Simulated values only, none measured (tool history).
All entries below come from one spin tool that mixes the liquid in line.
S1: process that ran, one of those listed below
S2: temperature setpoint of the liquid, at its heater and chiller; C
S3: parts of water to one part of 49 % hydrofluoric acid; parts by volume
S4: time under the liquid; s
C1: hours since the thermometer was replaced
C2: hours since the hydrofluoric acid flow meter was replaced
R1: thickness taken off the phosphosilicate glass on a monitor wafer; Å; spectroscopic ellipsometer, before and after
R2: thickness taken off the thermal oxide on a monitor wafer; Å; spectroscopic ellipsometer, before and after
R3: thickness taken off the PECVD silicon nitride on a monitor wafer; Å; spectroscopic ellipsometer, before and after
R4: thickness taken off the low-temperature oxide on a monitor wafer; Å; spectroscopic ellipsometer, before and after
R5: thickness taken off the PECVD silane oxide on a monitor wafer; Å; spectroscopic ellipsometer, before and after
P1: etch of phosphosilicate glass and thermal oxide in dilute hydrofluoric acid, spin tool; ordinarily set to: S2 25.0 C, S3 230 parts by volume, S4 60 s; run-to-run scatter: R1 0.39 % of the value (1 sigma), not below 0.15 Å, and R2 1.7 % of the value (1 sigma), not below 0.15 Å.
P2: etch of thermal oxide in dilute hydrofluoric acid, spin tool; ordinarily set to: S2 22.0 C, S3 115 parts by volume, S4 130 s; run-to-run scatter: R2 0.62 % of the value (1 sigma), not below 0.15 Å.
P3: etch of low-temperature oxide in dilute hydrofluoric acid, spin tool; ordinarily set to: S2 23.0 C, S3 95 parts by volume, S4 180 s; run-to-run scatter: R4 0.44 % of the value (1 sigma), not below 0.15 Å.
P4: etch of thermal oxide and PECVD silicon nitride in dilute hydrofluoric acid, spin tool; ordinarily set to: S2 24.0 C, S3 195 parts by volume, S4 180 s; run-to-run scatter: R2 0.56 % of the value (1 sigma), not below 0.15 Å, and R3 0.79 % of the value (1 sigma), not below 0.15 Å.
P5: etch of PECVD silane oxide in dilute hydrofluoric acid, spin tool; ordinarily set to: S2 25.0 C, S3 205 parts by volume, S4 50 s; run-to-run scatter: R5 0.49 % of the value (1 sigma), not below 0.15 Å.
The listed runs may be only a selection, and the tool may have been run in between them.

run   hour  S1    S2   S3   S4      C1     C2       R1        R2       R3      R4      R5
  1    4.4  P1  25.0  230   60  1719.8  551.4  245.590   11.6030
  2    8.9  P4  24.0  195  180  1724.3  555.9            37.9130   32.633
  3   12.4  P1  25.0  230   85  1727.8  559.4  346.970   15.9380
  4   17.2  P1  29.0  230  100  1732.6  564.2  473.740   22.0190
  5   20.7  P1  25.0  230   60  1736.1  567.7  245.010   11.5850
  6   25.0  P4  19.0  195  180  1740.4  572.0            30.9780   23.829
  7   29.6  P1  25.0  230   60  1745.0  576.6  245.580   10.9000
  8   32.6  P1  25.0  380   60  1748.0  579.6  127.200    6.0054
  9   36.4  P2  22.0  115  195  1751.8  583.4            73.9680
 10   40.4  P2  28.5  115  130  1755.8  587.4            63.0460
 11   44.4  P3  23.0   95  300  1759.8  591.4                              572.79
 12   47.6  P3  23.0   95  180  1763.0  594.6                              345.22
 13   51.0  P5  25.0  205   95  1766.4  598.0                                      87.807
 14   56.3  P3  17.0   95  180  1771.7  603.3                              269.71
 15   59.9  P1  25.0  230   20  1775.3  606.9   81.658    3.9506
 16   63.7  P2  22.0  115  130  1779.1  610.7            49.6780
 17   69.0  P1  25.0  230   60  1784.4  616.0  245.200   11.0430
 18   72.9  P4  24.0  195  340  1788.3  619.9            71.3160   62.980
 19   76.0  P5  25.0  205   50  1791.4  623.0                                      46.396
 20   80.6  P1  29.5  230   60  1796.0  627.6  284.710   12.7980
 21   84.3  P2  22.0  170  130  1799.7  631.3            31.6030
 22   86.8  P2  22.0  115  130  1802.2  633.8            49.7530
 23   91.1  P1  25.0  230   60  1806.5  638.1  245.410   11.4180
 24   95.9  P1  20.0  230   60  1811.3  642.9  204.420    9.3576
 25  100.8  P3  23.0   95  180  1816.2  647.8                              343.53
 26  104.6  P1  25.0  100   60  1820.0  651.6  658.810   29.4380
 27  108.3  P5  25.0  330   50  1823.7  655.3                                      25.576
 28  111.8  P3  23.0  170  180  1827.2  658.8                              178.00
 29  117.2  P5  31.5  205   50  1832.6  664.2                                      58.396
 30  121.1  P4  24.0   25  180  1836.5  668.1           363.2900  249.330
 31  125.8  P1  25.0  230   60  1841.2  672.8  245.700   11.6760
 32  130.7  P1  25.0  230   60  1846.1  677.7  239.210   11.0150
 33  134.3  P1  25.0  230   60  1849.7  681.3  236.000   10.4410
 34  138.7  P1  25.0  230   60  1854.1  685.7  232.880   10.6580
 35  143.2  P1  25.0  230   60  1858.6  690.2  228.670   10.9700
 36  146.1  P1  25.0  230   60  1861.5  693.1  230.270   10.1830
 37  149.1  P1  25.0  230   60  1864.5  696.1  228.890   10.3130
 38  153.1  P1  25.0  230   60  1868.5  700.1  227.250   10.5380
 39  156.3  P1  25.0  230   60  1871.7  703.3  228.390   10.5520

Predict the results of run 40:
 40  159.9  P1  25.0  230  60  1875.3  706.9   ?   ?

{"run 40": {"R1": 227.65, "R2": 10.216}}
